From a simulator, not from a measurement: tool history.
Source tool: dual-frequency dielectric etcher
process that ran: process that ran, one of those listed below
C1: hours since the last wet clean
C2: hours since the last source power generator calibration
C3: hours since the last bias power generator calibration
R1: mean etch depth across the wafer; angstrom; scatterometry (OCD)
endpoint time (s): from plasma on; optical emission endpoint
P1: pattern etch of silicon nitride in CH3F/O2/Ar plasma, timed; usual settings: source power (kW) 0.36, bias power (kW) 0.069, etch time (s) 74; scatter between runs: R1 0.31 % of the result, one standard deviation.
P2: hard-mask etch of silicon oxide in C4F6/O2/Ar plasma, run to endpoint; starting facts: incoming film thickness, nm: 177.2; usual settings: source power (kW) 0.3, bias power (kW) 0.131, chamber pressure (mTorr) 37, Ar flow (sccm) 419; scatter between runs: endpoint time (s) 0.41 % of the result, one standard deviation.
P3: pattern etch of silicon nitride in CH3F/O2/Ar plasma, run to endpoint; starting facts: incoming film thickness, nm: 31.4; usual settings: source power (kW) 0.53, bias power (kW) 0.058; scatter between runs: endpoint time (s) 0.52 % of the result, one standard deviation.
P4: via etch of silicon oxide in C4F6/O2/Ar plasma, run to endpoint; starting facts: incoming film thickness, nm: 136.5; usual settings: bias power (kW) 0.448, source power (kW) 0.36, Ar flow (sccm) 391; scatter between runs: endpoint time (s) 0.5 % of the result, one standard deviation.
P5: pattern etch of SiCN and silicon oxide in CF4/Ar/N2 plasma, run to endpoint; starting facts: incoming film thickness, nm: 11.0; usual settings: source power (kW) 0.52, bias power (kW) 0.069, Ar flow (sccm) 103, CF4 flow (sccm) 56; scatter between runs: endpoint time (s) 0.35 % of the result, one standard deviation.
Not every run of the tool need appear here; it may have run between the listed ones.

{"run": 1, "day": 0.262, "process that ran": "P1", "source power (kW)": 0.36, "bias power (kW)": 0.069, "etch time (s)": 74, "C1": 105, "C2": 1542, "C3": 1559.3, "R1": 497.8}
{"run": 2, "day": 0.654, "process that ran": "P4", "source power (kW)": 0.49, "bias power (kW)": 0.448, "Ar flow (sccm)": 391, "C1": 114.4, "C2": 1551.4, "C3": 1568.7, "endpoint time (s)": 29.936}
{"run": 3, "day": 0.912, "process that ran": "P1", "source power (kW)": 0.36, "bias power (kW)": 0.069, "etch time (s)": 74, "C1": 120.6, "C2": 1557.6, "C3": 1574.9, "R1": 498.24}
{"run": 4, "day": 1.104, "process that ran": "P1", "source power (kW)": 0.36, "bias power (kW)": 0.069, "etch time (s)": 74, "C1": 125.2, "C2": 1562.2, "C3": 1579.5, "R1": 498.5}
{"run": 5, "day": 1.342, "process that ran": "P4", "source power (kW)": 0.36, "bias power (kW)": 0.571, "Ar flow (sccm)": 391, "C1": 130.9, "C2": 1567.9, "C3": 1585.2, "endpoint time (s)": 30.579}
{"run": 6, "day": 1.633, "process that ran": "P2", "source power (kW)": 0.19, "bias power (kW)": 0.131, "Ar flow (sccm)": 419, "chamber pressure (mTorr)": 37, "C1": 137.9, "C2": 1574.9, "C3": 1592.2, "endpoint time (s)": 91.217}
{"run": 7, "day": 2.054, "process that ran": "P4", "source power (kW)": 0.36, "bias power (kW)": 0.448, "Ar flow (sccm)": 307, "C1": 148, "C2": 1585, "C3": 1602.3, "endpoint time (s)": 32.809}
{"run": 8, "day": 2.492, "process that ran": "P1", "source power (kW)": 0.28, "bias power (kW)": 0.069, "etch time (s)": 74, "C1": 158.5, "C2": 1595.5, "C3": 1612.8, "R1": 451.26}
{"run": 9, "day": 2.892, "process that ran": "P1", "source power (kW)": 0.36, "bias power (kW)": 0.09, "etch time (s)": 74, "C1": 168.1, "C2": 1605.1, "C3": 1622.4, "R1": 547.49}
{"run": 10, "day": 3.104, "process that ran": "P5", "source power (kW)": 0.52, "bias power (kW)": 0.069, "Ar flow (sccm)": 61, "CF4 flow (sccm)": 56, "C1": 173.2, "C2": 1610.2, "C3": 1627.5, "endpoint time (s)": 11.037}
{"run": 11, "day": 3.504, "process that ran": "P1", "source power (kW)": 0.46, "bias power (kW)": 0.069, "etch time (s)": 74, "C1": 182.8, "C2": 1619.8, "C3": 1637.1, "R1": 546.3}
{"run": 12, "day": 3.821, "process that ran": "P1", "source power (kW)": 0.44, "bias power (kW)": 0.069, "etch time (s)": 98, "C1": 190.4, "C2": 1627.4, "C3": 1644.7, "R1": 712.28}
{"run": 13, "day": 4.262, "process that ran": "P1", "source power (kW)": 0.36, "bias power (kW)": 0.069, "etch time (s)": 41, "C1": 201, "C2": 1638, "C3": 1655.3, "R1": 274.98}
{"run": 14, "day": 4.542, "process that ran": "P3", "source power (kW)": 0.36, "bias power (kW)": 0.058, "C1": 207.7, "C2": 1644.7, "C3": 1662, "endpoint time (s)": 51.218}
{"run": 15, "day": 4.908, "process that ran": "P5", "source power (kW)": 0.52, "bias power (kW)": 0.069, "Ar flow (sccm)": 103, "CF4 flow (sccm)": 79, "C1": 216.5, "C2": 1653.5, "C3": 1670.8, "endpoint time (s)": 11.343}
{"run": 16, "day": 5.338, "process that ran": "P1", "source power (kW)": 0.36, "bias power (kW)": 0.069, "etch time (s)": 74, "C1": 226.8, "C2": 1663.8, "C3": 1681.1, "R1": 497.66}
{"run": 17, "day": 5.579, "process that ran": "P3", "source power (kW)": 0.53, "bias power (kW)": 0.058, "C1": 232.6, "C2": 1669.6, "C3": 1686.9, "endpoint time (s)": 43.578}
{"run": 18, "day": 5.808, "process that ran": "P2", "source power (kW)": 0.3, "bias power (kW)": 0.131, "Ar flow (sccm)": 419, "chamber pressure (mTorr)": 37, "C1": 238.1, "C2": 1675.1, "C3": 1692.4, "endpoint time (s)": 76.683}
{"run": 19, "day": 6.242, "process that ran": "P3", "source power (kW)": 0.53, "bias power (kW)": 0.042, "C1": 248.5, "C2": 1685.5, "C3": 1702.8, "endpoint time (s)": 48.149}
{"run": 20, "day": 6.638, "process that ran": "P4", "source power (kW)": 0.36, "bias power (kW)": 0.448, "Ar flow (sccm)": 391, "C1": 258, "C2": 1695, "C3": 1712.3, "endpoint time (s)": 33.821}
{"run": 21, "day": 6.892, "process that ran": "P1", "source power (kW)": 0.36, "bias power (kW)": 0.069, "etch time (s)": 97.5, "C1": 264.1, "C2": 1701.1, "C3": 1718.4, "R1": 655.8}
{"run": 22, "day": 7.179, "process that ran": "P2", "source power (kW)": 0.3, "bias power (kW)": 0.085, "Ar flow (sccm)": 419, "chamber pressure (mTorr)": 37, "C1": 271, "C2": 1708, "C3": 1725.3, "endpoint time (s)": 85.354}
{"run": 23, "day": 7.558, "process that ran": "P5", "source power (kW)": 0.52, "bias power (kW)": 0.046, "Ar flow (sccm)": 103, "CF4 flow (sccm)": 56, "C1": 280.1, "C2": 1717.1, "C3": 1734.4, "endpoint time (s)": 13.59}
{"run": 24, "day": 7.775, "process that ran": "P5", "source power (kW)": 0.52, "bias power (kW)": 0.069, "Ar flow (sccm)": 103, "CF4 flow (sccm)": 56, "C1": 285.3, "C2": 1722.3, "C3": 1739.6, "endpoint time (s)": 11.942}
{"run": 25, "day": 8.029, "process that ran": "P5", "source power (kW)": 0.52, "bias power (kW)": 0.069, "Ar flow (sccm)": 103, "CF4 flow (sccm)": 56, "C1": 291.4, "C2": 1728.4, "C3": 1745.7, "endpoint time (s)": 11.898}
{"run": 26, "day": 8.342, "process that ran": "P4", "source power (kW)": 0.36, "bias power (kW)": 0.448, "Ar flow (sccm)": 391, "C1": 298.9, "C2": 1735.9, "C3": 1753.2, "endpoint time (s)": 33.396}
{"run": 27, "day": 8.562, "process that ran": "P5", "source power (kW)": 0.4, "bias power (kW)": 0.069, "Ar flow (sccm)": 103, "CF4 flow (sccm)": 56, "C1": 304.2, "C2": 1741.2, "C3": 1758.5, "endpoint time (s)": 15.083}
{"run": 28, "day": 8.996, "process that ran": "P2", "source power (kW)": 0.3, "bias power (kW)": 0.131, "Ar flow (sccm)": 419, "chamber pressure (mTorr)": 26.5, "C1": 314.6, "C2": 1751.6, "C3": 1768.9, "endpoint time (s)": 72.918}
{"run": 29, "day": 9.392, "process that ran": "P1", "source power (kW)": 0.36, "bias power (kW)": 0.042, "etch time (s)": 74, "C1": 324.1, "C2": 1761.1, "C3": 1778.4, "R1": 425.74}
{"run": 30, "day": 9.688, "process that ran": "P2", "source power (kW)": 0.3, "bias power (kW)": 0.131, "Ar flow (sccm)": 268, "chamber pressure (mTorr)": 37, "C1": 331.2, "C2": 1768.2, "C3": 1785.5, "endpoint time (s)": 72.755}
{"run": 31, "day": 10.067, "process that ran": "P1", "source power (kW)": 0.36, "bias power (kW)": 0.069, "etch time (s)": 74, "C1": 340.3, "C2": 1777.3, "C3": 1794.6, "R1": 498.35}
{"run": 32, "day": 10.333, "process that ran": "P1", "source power (kW)": 0.36, "bias power (kW)": 0.069, "etch time (s)": 74, "C1": 346.7, "C2": 1783.7, "C3": 1801, "R1": 500.36}
{"run": 33, "day": 10.546, "process that ran": "P1", "source power (kW)": 0.36, "bias power (kW)": 0.069, "etch time (s)": 74, "C1": 351.8, "C2": 1788.8, "C3": 1806.1, "R1": 503.91}
{"run": 34, "day": 10.825, "process that ran": "P1", "source power (kW)": 0.36, "bias power (kW)": 0.069, "etch time (s)": 74, "C1": 358.5, "C2": 1795.5, "C3": 1812.8, "R1": 503.96}
{"day": 10.925, "done": "wet clean of the chamber"}
{"run": 35, "day": 11.096, "process that ran": "P1", "source power (kW)": 0.36, "bias power (kW)": 0.069, "etch time (s)": 74, "C1": 4.2, "C2": 1802, "C3": 1819.3, "R1": 508.1}
{"run": 36, "day": 11.454, "process that ran": "P1", "source power (kW)": 0.36, "bias power (kW)": 0.069, "etch time (s)": 74, "C1": 12.8, "C2": 1810.6, "C3": 1827.9, "R1": 502.77}
{"run": 37, "day": 11.704, "process that ran": "P1", "source power (kW)": 0.36, "bias power (kW)": 0.069, "etch time (s)": 74, "C1": 18.8, "C2": 1816.6, "C3": 1833.9, "R1": 504.83}

Something has made what P1 gives creep away from where it was; the 2 causes below, each at its own stated size, fit the log equally well:
A: bias power that arrives over what is set, % = 4.6
B: source power that arrives over what is set, % = 4.15
The onset of the drift is placed at about day 10.067.
Ruled out, with reasons:
chamber walls in a state that raises the etch rate, %: serviced at day 10.925, after the change had begun; the process did not return to its earlier output

Consider the 4 check runs below, whose results appear as question marks and each of which averages 2 wafers. Which one distinguishes the causes, in that each cause would give it a clearly different result?
{"run": "check 1", "day": 11.954, "process that ran": "P5", "source power (kW)": 0.43, "bias power (kW)": 0.069, "Ar flow (sccm)": 103, "CF4 flow (sccm)": 77, "endpoint time (s)": "?"}
{"run": "check 2", "day": 11.954, "process that ran": "P4", "source power (kW)": 0.49, "bias power (kW)": 0.448, "Ar flow (sccm)": 391, "endpoint time (s)": "?"}
{"run": "check 3", "day": 11.954, "process that ran": "P3", "source power (kW)": 0.53, "bias power (kW)": 0.043, "endpoint time (s)": "?"}
{"run": "check 4", "day": 11.954, "process that ran": "P2", "source power (kW)": 0.3, "bias power (kW)": 0.09, "Ar flow (sccm)": 419, "chamber pressure (mTorr)": 37, "endpoint time (s)": "?"}

Expected result of each check under each candidate cause:
check=check_1 result=endpoint_time_(s) if_A=13.213 if_B=12.939
check=check_2 result=endpoint_time_(s) if_A=29.524 if_B=29.563
check=check_3 result=endpoint_time_(s) if_A=47.263 if_B=47.122
check=check_4 result=endpoint_time_(s) if_A=83.699 if_B=83.355
Per check, the gap between the least separated pair of causes, taken in the result that splits them most: check 1 2.09 %; check 2 0.13 %; check 3 0.3 %; check 4 0.41 %
Check 1 is the one run that separates the causes; every other check would come out nearly the same whichever cause is at work.

Check 1 was carried out, with these results: endpoint time (s) 12.963. Which of the listed causes is responsible?

B is the cause: source power that arrives over what is set, %.
